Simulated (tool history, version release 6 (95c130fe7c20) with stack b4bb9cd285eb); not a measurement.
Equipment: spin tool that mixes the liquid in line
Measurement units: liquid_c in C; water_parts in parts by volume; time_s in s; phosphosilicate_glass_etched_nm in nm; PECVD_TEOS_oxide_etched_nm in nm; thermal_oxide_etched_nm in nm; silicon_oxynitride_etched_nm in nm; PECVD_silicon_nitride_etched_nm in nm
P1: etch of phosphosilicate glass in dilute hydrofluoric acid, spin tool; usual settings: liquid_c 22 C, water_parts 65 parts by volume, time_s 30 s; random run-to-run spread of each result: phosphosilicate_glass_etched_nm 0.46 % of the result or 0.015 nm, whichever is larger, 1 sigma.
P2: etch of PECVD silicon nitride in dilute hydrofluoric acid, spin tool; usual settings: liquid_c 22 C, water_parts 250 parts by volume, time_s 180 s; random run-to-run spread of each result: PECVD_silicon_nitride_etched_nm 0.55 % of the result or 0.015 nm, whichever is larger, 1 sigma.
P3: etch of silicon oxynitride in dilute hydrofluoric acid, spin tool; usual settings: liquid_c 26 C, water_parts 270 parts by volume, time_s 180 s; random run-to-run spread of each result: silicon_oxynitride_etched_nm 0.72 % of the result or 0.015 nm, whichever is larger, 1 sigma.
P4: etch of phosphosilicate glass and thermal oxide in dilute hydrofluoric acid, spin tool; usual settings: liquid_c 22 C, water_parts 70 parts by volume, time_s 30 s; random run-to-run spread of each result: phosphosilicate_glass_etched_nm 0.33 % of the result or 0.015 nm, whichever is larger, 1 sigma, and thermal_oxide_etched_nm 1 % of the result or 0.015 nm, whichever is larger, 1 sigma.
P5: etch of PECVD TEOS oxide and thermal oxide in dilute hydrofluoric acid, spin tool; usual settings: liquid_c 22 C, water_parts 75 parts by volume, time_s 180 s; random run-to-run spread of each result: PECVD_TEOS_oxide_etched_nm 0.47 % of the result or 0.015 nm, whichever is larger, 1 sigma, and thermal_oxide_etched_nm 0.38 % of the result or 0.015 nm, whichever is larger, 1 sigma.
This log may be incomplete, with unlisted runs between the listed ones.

| run | hour | process | liquid_c | water_parts | time_s | phosphosilicate_glass_etched_nm | PECVD_TEOS_oxide_etched_nm | thermal_oxide_etched_nm | silicon_oxynitride_etched_nm | PECVD_silicon_nitride_etched_nm |
|---|---|---|---|---|---|---|---|---|---|---|
| 1 | 9.1 | P1 | 22 | 65 | 30 | 66.328 |  |  |  |  |
| 2 | 14.5 | P5 | 22 | 105 | 180 |  | 14.184 | 7.7939 |  |  |
| 3 | 23.9 | P1 | 17 | 95 | 30 | 35.671 |  |  |  |  |
| 4 | 28.3 | P1 | 26 | 65 | 30 | 77.215 |  |  |  |  |
| 5 | 35.9 | P4 | 27 | 70 | 30 | 64.014 |  | 2.4093 |  |  |
| 6 | 43.4 | P1 | 22 | 65 | 30 | 65.81 |  |  |  |  |
| 7 | 49.9 | P3 | 26 | 145 | 180 |  |  |  | 6.1901 |  |
| 8 | 60 | P4 | 22 | 70 | 55 | 96.094 |  | 3.7368 |  |  |
| 9 | 68.6 | P1 | 17 | 65 | 30 | 53.28 |  |  |  |  |
| 10 | 73.2 | P4 | 22 | 110 | 30 | 31.979 |  | 1.2544 |  |  |
| 11 | 80.8 | P1 | 22 | 65 | 45 | 100.16 |  |  |  |  |
| 12 | 87.6 | P1 | 22 | 35 | 30 | 127 |  |  |  |  |
| 13 | 93.2 | P5 | 22 | 75 | 310 |  | 35.636 | 19.628 |  |  |
| 14 | 102.2 | P1 | 22 | 100 | 30 | 41.056 |  |  |  |  |
| 15 | 111.7 | P2 | 22 | 345 | 180 |  |  |  |  | 2.5958 |
| 16 | 117.6 | P1 | 22 | 65 | 15 | 33.036 |  |  |  |  |
| 17 | 126.4 | P5 | 28.5 | 75 | 180 |  | 26.842 | 14.807 |  |  |
| 18 | 132 | P2 | 22 | 250 | 180 |  |  |  |  | 3.5984 |
| 19 | 140.1 | P3 | 26 | 270 | 335 |  |  |  | 5.6942 |  |

Run 20, settings as shown, results not yet in. Your forecast:
| 20 | 148.5 | P1 | 22 | 90 | 15 | ? |  |  |  |  |

Run 20 produced phosphosilicate_glass_etched_nm 23.119 nm.

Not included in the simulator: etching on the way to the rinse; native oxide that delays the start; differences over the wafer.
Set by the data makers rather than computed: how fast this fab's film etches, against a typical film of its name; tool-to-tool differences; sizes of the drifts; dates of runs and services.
